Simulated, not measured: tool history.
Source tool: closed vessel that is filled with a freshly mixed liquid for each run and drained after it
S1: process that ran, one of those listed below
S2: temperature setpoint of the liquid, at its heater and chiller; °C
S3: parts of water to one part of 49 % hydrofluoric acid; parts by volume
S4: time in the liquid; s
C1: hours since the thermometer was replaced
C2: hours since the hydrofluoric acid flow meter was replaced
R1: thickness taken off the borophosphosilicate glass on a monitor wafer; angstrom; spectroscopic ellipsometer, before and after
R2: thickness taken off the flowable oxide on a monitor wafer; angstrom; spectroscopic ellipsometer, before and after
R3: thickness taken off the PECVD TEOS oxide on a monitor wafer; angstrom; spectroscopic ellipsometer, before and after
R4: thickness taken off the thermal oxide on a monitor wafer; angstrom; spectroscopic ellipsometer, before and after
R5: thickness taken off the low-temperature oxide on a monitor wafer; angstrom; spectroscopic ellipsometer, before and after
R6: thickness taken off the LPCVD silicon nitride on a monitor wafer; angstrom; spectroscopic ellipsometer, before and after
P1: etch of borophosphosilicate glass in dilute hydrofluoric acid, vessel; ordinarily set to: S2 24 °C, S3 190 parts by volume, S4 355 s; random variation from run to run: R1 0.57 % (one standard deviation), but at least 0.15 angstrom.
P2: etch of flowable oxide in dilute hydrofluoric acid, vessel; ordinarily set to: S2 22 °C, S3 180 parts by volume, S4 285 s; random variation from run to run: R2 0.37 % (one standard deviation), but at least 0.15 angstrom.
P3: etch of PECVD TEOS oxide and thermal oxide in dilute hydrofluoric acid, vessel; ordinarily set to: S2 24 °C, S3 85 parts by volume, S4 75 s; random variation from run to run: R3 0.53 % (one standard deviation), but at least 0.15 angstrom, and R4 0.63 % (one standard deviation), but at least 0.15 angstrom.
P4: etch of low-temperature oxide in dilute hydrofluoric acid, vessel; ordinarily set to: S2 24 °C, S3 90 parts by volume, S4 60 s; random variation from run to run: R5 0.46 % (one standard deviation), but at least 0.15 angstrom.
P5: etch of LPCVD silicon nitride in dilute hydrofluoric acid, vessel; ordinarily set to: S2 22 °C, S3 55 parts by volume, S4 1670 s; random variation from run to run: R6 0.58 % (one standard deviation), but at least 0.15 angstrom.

run 1 hour=9.2 | S1=P1 S2=24 S3=190 S4=355 | C1=588.9 C2=417.3 | R1=431.32
run 2 hour=19.3 | S1=P2 S2=22 S3=180 S4=30 | C1=599 C2=427.4 | R2=53.831
run 3 hour=30.2 | S1=P1 S2=24 S3=100 S4=355 | C1=609.9 C2=438.3 | R1=919.93
run 4 hour=42.2 | S1=P3 S2=28 S3=85 S4=75 | C1=621.9 C2=450.3 | R3=125.93 R4=51.479
run 5 hour=57.3 | S1=P2 S2=22 S3=60 S4=285 | C1=637 C2=465.4 | R2=1760.9
run 6 hour=66 | S1=P4 S2=28.5 S3=90 S4=60 | C1=645.7 C2=474.1 | R5=100.31
run 7 hour=75.3 | S1=P2 S2=17 S3=180 S4=285 | C1=655 C2=483.4 | R2=421.32
run 8 hour=87.3 | S1=P1 S2=24 S3=190 S4=85 | C1=667 C2=495.4 | R1=103.11
run 9 hour=99.6 | S1=P1 S2=24 S3=190 S4=355 | C1=679.3 C2=507.7 | R1=434.06
run 10 hour=113.3 | S1=P1 S2=24 S3=190 S4=355 | C1=693 C2=521.4 | R1=433.25
run 11 hour=121.1 | S1=P1 S2=18 S3=190 S4=355 | C1=700.8 C2=529.2 | R1=340.52
run 12 hour=132.2 | S1=P3 S2=24 S3=85 S4=75 | C1=711.9 C2=540.3 | R3=107.27 R4=43.619
run 13 hour=143.8 | S1=P1 S2=28.5 S3=255 S4=355 | C1=723.5 C2=551.9 | R1=348
run 14 hour=155.4 | S1=P3 S2=24 S3=50 S4=75 | C1=735.1 C2=563.5 | R3=190.71 R4=77.905
run 15 hour=168.6 | S1=P5 S2=28.5 S3=55 S4=1670 | C1=748.3 C2=576.7 | R6=190.75
run 16 hour=181.6 | S1=P3 S2=24 S3=85 S4=30 | C1=761.3 C2=589.7 | R3=43.145 R4=17.496
run 17 hour=189.5 | S1=P1 S2=24 S3=190 S4=545 | C1=769.2 C2=597.6 | R1=661.01
run 18 hour=198.6 | S1=P4 S2=24 S3=90 S4=60 | C1=778.3 C2=606.7 | R5=83.354
run 19 hour=207.1 | S1=P1 S2=27.5 S3=190 S4=355 | C1=786.8 C2=615.2 | R1=495.47
run 20 hour=221.6 | S1=P1 S2=24 S3=310 S4=355 | C1=801.3 C2=629.7 | R1=234.07
run 21 hour=230.8 | S1=P5 S2=22 S3=55 S4=1670 | C1=810.5 C2=638.9 | R6=122.42
run 22 hour=243.3 | S1=P5 S2=22 S3=80 S4=1670 | C1=823 C2=651.4 | R6=84.89
run 23 hour=254 | S1=P2 S2=22 S3=180 S4=285 | C1=833.7 C2=662.1 | R2=510.27
run 24 hour=268.7 | S1=P1 S2=18.5 S3=190 S4=595 | C1=848.4 C2=676.8 | R1=586.91
run 25 hour=281.9 | S1=P1 S2=24 S3=190 S4=355 | C1=861.6 C2=690 | R1=431.69
run 26 hour=292.5 | S1=P5 S2=22 S3=55 S4=790 | C1=872.2 C2=700.6 | R6=58.347
run 27 hour=300.6 | S1=P5 S2=22 S3=55 S4=1670 | C1=880.3 C2=708.7 | R6=122.94
run 28 hour=315.1 | S1=P2 S2=22 S3=180 S4=285 | C1=894.8 C2=723.2 | R2=514.76
run 29 hour=324.3 | S1=P3 S2=24 S3=85 S4=75 | C1=904 C2=732.4 | R3=108.22 R4=42.929
run 30 hour=339.2 | S1=P4 S2=24 S3=90 S4=105 | C1=918.9 C2=747.3 | R5=146.16

Estimate the outcome of run 31 from the log above:
run 31 hour=348.4 | S1=P4 S2=24 S3=145 S4=60 | C1=928.1 C2=756.5 | R5=?

R5: 48.736 angstrom

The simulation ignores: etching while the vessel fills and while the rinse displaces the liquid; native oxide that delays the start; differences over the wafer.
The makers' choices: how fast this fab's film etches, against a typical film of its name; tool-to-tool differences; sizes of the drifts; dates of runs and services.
